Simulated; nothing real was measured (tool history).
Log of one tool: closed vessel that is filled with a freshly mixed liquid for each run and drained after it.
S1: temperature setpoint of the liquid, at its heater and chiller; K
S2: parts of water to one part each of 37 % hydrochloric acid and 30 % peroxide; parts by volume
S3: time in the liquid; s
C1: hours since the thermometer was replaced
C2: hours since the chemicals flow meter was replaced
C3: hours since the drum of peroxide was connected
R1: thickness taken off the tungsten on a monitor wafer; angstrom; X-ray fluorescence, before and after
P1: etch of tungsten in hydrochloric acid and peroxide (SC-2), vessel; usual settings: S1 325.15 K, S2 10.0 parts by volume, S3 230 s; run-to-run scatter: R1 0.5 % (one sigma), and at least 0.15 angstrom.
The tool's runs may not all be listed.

run    day      S1    S2   S3     C1      C2     C3        R1
  1  0.383  325.15  10.0  230  705.8  1049.0  101.9   566.560
  2  0.696  325.15  10.0  230  713.3  1056.5  109.4   572.800
     1.121  -- thermometer replaced
  3  1.154  318.15  10.0   85    0.9  1067.5  120.4   132.730
  4  1.446  340.15  17.0  230    7.9  1074.5  127.4   929.120
  5  1.800  325.15  10.0  230   16.4  1083.0  135.9   564.990
  6  2.067  325.15  10.0  230   22.8  1089.4  142.3   570.660
  7  2.388  325.15  16.5  230   30.5  1097.1  150.0   369.780
  8  2.671  325.15  10.0  230   37.3  1103.9  156.8   572.980
  9  3.017  332.15   4.0  230   45.6  1112.2  165.1  1792.800
 10  3.488  340.65  10.0  230   56.9  1123.5  176.4  1520.100
 11  3.942  325.15  10.0  230   67.8  1134.4  187.3   571.700
 12  4.300  325.15  10.0   30   76.4  1143.0  195.9    75.066
 13  4.750  325.15   4.0  230   87.2  1153.8  206.7  1149.400

Forecast run 14:
 14  5.154  313.15  10.0  230  96.9  1163.5  216.4   ?

Run 14 gave R1 250.480 angstrom.

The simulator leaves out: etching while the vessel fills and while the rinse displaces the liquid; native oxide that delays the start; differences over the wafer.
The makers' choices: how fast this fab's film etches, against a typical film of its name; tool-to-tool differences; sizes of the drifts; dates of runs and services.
